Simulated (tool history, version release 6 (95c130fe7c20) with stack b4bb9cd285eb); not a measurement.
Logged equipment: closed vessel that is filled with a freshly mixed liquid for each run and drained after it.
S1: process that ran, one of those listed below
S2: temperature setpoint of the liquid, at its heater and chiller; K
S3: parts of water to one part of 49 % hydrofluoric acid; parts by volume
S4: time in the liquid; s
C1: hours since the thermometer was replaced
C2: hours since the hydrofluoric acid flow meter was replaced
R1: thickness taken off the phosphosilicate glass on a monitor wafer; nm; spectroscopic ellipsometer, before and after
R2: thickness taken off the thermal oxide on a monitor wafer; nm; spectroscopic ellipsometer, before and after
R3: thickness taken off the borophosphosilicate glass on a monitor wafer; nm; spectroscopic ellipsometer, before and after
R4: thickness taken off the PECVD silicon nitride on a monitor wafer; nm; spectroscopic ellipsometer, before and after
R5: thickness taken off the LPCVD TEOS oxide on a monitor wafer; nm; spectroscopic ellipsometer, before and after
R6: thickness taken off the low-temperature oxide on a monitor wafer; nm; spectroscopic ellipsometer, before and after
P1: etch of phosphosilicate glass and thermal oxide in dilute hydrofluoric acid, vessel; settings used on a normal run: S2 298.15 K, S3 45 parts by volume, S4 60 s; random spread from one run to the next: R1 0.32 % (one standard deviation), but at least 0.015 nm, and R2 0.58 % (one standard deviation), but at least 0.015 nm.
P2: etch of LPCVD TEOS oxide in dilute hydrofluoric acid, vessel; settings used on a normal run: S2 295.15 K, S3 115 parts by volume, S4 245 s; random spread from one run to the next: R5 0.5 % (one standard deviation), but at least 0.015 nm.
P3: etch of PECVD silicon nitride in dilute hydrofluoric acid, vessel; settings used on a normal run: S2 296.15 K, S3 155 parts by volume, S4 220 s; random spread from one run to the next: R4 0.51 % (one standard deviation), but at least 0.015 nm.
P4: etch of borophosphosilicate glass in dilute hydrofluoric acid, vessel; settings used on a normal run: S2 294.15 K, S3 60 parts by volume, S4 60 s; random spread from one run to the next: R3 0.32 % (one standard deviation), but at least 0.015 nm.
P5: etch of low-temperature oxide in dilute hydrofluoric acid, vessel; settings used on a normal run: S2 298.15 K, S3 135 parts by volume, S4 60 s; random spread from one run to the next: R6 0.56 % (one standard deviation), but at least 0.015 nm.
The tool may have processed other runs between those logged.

Run 1, hour 9.8: S1 P1, S2 298.15 K, S3 45 parts by volume, S4 60 s; C1 2092.8; C2 726.5. Result: R1 273.32 nm, R2 7.0614 nm.
Run 2, hour 17.0: S1 P1, S2 298.15 K, S3 20 parts by volume, S4 60 s; C1 2100.0; C2 733.7. Result: R1 639.16 nm, R2 16.4770 nm.
Run 3, hour 25.8: S1 P4, S2 294.15 K, S3 60 parts by volume, S4 100 s; C1 2108.8; C2 742.5. Result: R3 119.010 nm.
Run 4, hour 32.2: S1 P1, S2 293.15 K, S3 45 parts by volume, S4 60 s; C1 2115.2; C2 748.9. Result: R1 221.82 nm, R2 5.7388 nm.
Run 5, hour 42.6: S1 P3, S2 301.15 K, S3 155 parts by volume, S4 220 s; C1 2125.6; C2 759.3. Result: R4 10.2500 nm.
Run 6, hour 52.7: S1 P1, S2 298.15 K, S3 45 parts by volume, S4 60 s; C1 2135.7; C2 769.4. Result: R1 273.52 nm, R2 7.0507 nm.
Run 7, hour 61.2: S1 P2, S2 295.15 K, S3 115 parts by volume, S4 245 s; C1 2144.2; C2 777.9. Result: R5 47.6620 nm.
Run 8, hour 71.4: S1 P1, S2 298.15 K, S3 45 parts by volume, S4 30 s; C1 2154.4; C2 788.1. Result: R1 136.35 nm, R2 3.5266 nm.
Run 9, hour 79.7: S1 P3, S2 296.15 K, S3 155 parts by volume, S4 220 s; C1 2162.7; C2 796.4. Result: R4 7.4322 nm.
Run 10, hour 88.6: S1 P1, S2 298.15 K, S3 20 parts by volume, S4 35 s; C1 2171.6; C2 805.3. Result: R1 370.89 nm, R2 9.5595 nm.
Run 11, hour 94.6: S1 P1, S2 298.15 K, S3 45 parts by volume, S4 60 s; C1 2177.6; C2 811.3. Result: R1 274.54 nm, R2 7.0053 nm.
Run 12, hour 105.2: S1 P5, S2 298.15 K, S3 190 parts by volume, S4 60 s; C1 2188.2; C2 821.9. Result: R6 5.9163 nm.
Run 13, hour 114.1: S1 P4, S2 294.15 K, S3 105 parts by volume, S4 60 s; C1 2197.1; C2 830.8. Result: R3 38.606 nm.
Run 14, hour 124.8: S1 P3, S2 296.15 K, S3 155 parts by volume, S4 220 s; C1 2207.8; C2 841.5. Result: R4 7.3656 nm.
Run 15, hour 132.1: S1 P3, S2 296.15 K, S3 155 parts by volume, S4 125 s; C1 2215.1; C2 848.8. Result: R4 4.1668 nm.
Run 16, hour 140.5: S1 P1, S2 298.15 K, S3 45 parts by volume, S4 120 s; C1 2223.5; C2 857.2. Result: R1 546.38 nm, R2 14.0570 nm.
Run 17, hour 151.0: S1 P1, S2 298.15 K, S3 45 parts by volume, S4 60 s; C1 2234.0; C2 867.7. Result: R1 273.98 nm, R2 7.0094 nm.
Run 18, hour 161.1: S1 P1, S2 298.15 K, S3 60 parts by volume, S4 85 s; C1 2244.1; C2 877.8. Result: R1 285.27 nm, R2 7.2907 nm.
Run 19, hour 170.8: S1 P3, S2 296.15 K, S3 260 parts by volume, S4 220 s; C1 2253.8; C2 887.5. Result: R4 4.4380 nm.
Run 20, hour 181.2: S1 P5, S2 298.15 K, S3 135 parts by volume, S4 120 s; C1 2264.2; C2 897.9. Result: R6 17.8840 nm.
Run 21, hour 186.9: S1 P4, S2 290.15 K, S3 60 parts by volume, S4 60 s; C1 2269.9; C2 903.6. Result: R3 60.045 nm.
Run 22, hour 193.1: S1 P2, S2 295.15 K, S3 115 parts by volume, S4 30 s; C1 2276.1; C2 909.8. Result: R5 5.7863 nm.
Run 23, hour 198.7: S1 P2, S2 300.15 K, S3 115 parts by volume, S4 245 s; C1 2281.7; C2 915.4. Result: R5 57.3350 nm.

What will run 24 give?
Run 24, hour 204.6: S1 P5, S2 290.15 K, S3 135 parts by volume, S4 60 s; C1 2287.6; C2 921.3. Result: R6 ?.

Run 24 came out at R6 6.4591 nm.
